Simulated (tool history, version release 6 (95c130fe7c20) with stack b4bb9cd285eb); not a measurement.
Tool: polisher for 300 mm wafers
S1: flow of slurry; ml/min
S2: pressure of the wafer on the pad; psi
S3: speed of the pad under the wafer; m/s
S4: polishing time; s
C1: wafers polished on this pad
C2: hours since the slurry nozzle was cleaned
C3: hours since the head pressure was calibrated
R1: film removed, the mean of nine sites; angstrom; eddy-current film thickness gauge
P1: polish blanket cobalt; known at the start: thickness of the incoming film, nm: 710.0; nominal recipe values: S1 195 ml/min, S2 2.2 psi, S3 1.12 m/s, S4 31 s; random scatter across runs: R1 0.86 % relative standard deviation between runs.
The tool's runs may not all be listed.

run 1 hour=12.3 | S1=195 S2=2.2 S3=1.12 S4=31 | C1=363 C2=159.3 C3=420.4 | R1=1817.2
run 2 hour=19.4 | S1=195 S2=2.2 S3=1.12 S4=31 | C1=423 C2=166.4 C3=427.5 | R1=1826.5
run 3 hour=33.1 | S1=195 S2=2.2 S3=1.12 S4=31 | C1=541 C2=180.1 C3=441.2 | R1=1797.9
-- hour=44.6 worn pad replaced by a new one
run 4 hour=44.7 | S1=195 S2=2.2 S3=0.52 S4=31 | C1=0 C2=191.7 C3=452.8 | R1=852.11
run 5 hour=56.7 | S1=195 S2=3.5 S3=1.12 S4=31 | C1=103 C2=203.7 C3=464.8 | R1=2931.7
run 6 hour=70.3 | S1=195 S2=1.7 S3=1.12 S4=17 | C1=219 C2=217.3 C3=478.4 | R1=776.23
run 7 hour=83.7 | S1=195 S2=2.2 S3=1.12 S4=15 | C1=334 C2=230.7 C3=491.8 | R1=890.58
run 8 hour=91.6 | S1=195 S2=2.2 S3=1.12 S4=40 | C1=402 C2=238.6 C3=499.7 | R1=2340.8
run 9 hour=105.7 | S1=195 S2=2.2 S3=1.72 S4=31 | C1=522 C2=252.7 C3=513.8 | R1=2836.8
run 10 hour=118.5 | S1=195 S2=1.1 S3=1.12 S4=31 | C1=632 C2=265.5 C3=526.6 | R1=930.27
run 11 hour=127.5 | S1=115 S2=2.2 S3=1.12 S4=31 | C1=709 C2=274.5 C3=535.6 | R1=1684.5
run 12 hour=138.7 | S1=195 S2=2.2 S3=1.12 S4=31 | C1=805 C2=285.7 C3=546.8 | R1=1856.5
run 13 hour=145 | S1=115 S2=2.2 S3=1.12 S4=23 | C1=859 C2=292 C3=553.1 | R1=1238.6
run 14 hour=152.3 | S1=265 S2=2.2 S3=1.12 S4=31 | C1=921 C2=299.3 C3=560.4 | R1=1900.9

What does the tool deliver on the next run?
run 15 hour=164.4 | S1=195 S2=2.2 S3=1.12 S4=31 | C1=1025 C2=311.4 C3=572.5 | R1=?

Run 15 came out at R1 1814.1 angstrom.
